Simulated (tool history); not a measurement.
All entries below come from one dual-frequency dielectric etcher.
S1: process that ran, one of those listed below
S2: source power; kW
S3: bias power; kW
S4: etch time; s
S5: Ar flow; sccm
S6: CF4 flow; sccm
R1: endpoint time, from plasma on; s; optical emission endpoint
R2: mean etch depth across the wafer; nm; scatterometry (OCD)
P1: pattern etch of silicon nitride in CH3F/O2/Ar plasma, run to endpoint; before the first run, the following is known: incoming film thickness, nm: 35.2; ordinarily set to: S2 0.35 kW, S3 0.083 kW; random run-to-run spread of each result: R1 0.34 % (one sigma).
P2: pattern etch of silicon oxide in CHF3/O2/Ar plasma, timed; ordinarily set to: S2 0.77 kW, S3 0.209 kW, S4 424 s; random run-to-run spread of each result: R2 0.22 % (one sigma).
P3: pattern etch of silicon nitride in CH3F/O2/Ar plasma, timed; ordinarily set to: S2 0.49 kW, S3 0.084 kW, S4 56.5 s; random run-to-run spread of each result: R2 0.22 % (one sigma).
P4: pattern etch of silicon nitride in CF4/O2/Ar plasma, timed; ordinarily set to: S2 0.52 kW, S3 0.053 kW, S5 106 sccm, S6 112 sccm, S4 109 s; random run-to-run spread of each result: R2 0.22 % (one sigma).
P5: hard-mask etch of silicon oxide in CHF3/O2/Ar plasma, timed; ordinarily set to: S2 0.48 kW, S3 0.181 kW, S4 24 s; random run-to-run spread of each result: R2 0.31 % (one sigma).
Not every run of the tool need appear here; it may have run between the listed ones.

run 1 hour=3.2 | S1=P1 S2=0.35 S3=0.083 | R1=50.184
run 2 hour=9.9 | S1=P1 S2=0.35 S3=0.057 | R1=57.092
run 3 hour=16.1 | S1=P2 S2=0.77 S3=0.143 S4=424 | R2=877.45
run 4 hour=22.9 | S1=P4 S2=0.52 S3=0.033 S4=109 S5=106 S6=112 | R2=186.39
-- hour=23.9 bias power generator calibrated
run 5 hour=27.2 | S1=P1 S2=0.35 S3=0.083 | R1=50.294
run 6 hour=31.1 | S1=P4 S2=0.52 S3=0.053 S4=109 S5=106 S6=112 | R2=219.67
run 7 hour=36.3 | S1=P1 S2=0.26 S3=0.058 | R1=63.752
run 8 hour=43.2 | S1=P4 S2=0.52 S3=0.053 S4=155.5 S5=106 S6=112 | R2=314.94
run 9 hour=48.1 | S1=P3 S2=0.49 S3=0.084 S4=56.5 | R2=45.927
run 10 hour=55 | S1=P2 S2=0.77 S3=0.209 S4=424 | R2=994.61
run 11 hour=58.5 | S1=P2 S2=0.47 S3=0.209 S4=424 | R2=821.87
run 12 hour=62.4 | S1=P4 S2=0.68 S3=0.053 S4=109 S5=106 S6=112 | R2=278.07
run 13 hour=68.7 | S1=P5 S2=0.48 S3=0.254 S4=24 | R2=48.907
run 14 hour=75.2 | S1=P1 S2=0.27 S3=0.083 | R1=54.967
run 15 hour=79.4 | S1=P4 S2=0.52 S3=0.053 S4=109 S5=71 S6=112 | R2=230.13
run 16 hour=83.1 | S1=P1 S2=0.48 S3=0.083 | R1=44.795
run 17 hour=87.4 | S1=P1 S2=0.35 S3=0.1 | R1=47.098
run 18 hour=93.6 | S1=P1 S2=0.41 S3=0.104 | R1=43.899
run 19 hour=96.9 | S1=P5 S2=0.48 S3=0.181 S4=16 | R2=28.97
run 20 hour=103.3 | S1=P1 S2=0.35 S3=0.083 | R1=50.322
run 21 hour=106.5 | S1=P4 S2=0.52 S3=0.053 S4=109 S5=106 S6=112 | R2=220.26
run 22 hour=111.9 | S1=P1 S2=0.35 S3=0.083 | R1=50.25

What will run 23 give?
run 23 hour=118.3 | S1=P2 S2=0.77 S3=0.209 S4=564 | R2=?

Run 23 yielded R2 1318.3 nm.

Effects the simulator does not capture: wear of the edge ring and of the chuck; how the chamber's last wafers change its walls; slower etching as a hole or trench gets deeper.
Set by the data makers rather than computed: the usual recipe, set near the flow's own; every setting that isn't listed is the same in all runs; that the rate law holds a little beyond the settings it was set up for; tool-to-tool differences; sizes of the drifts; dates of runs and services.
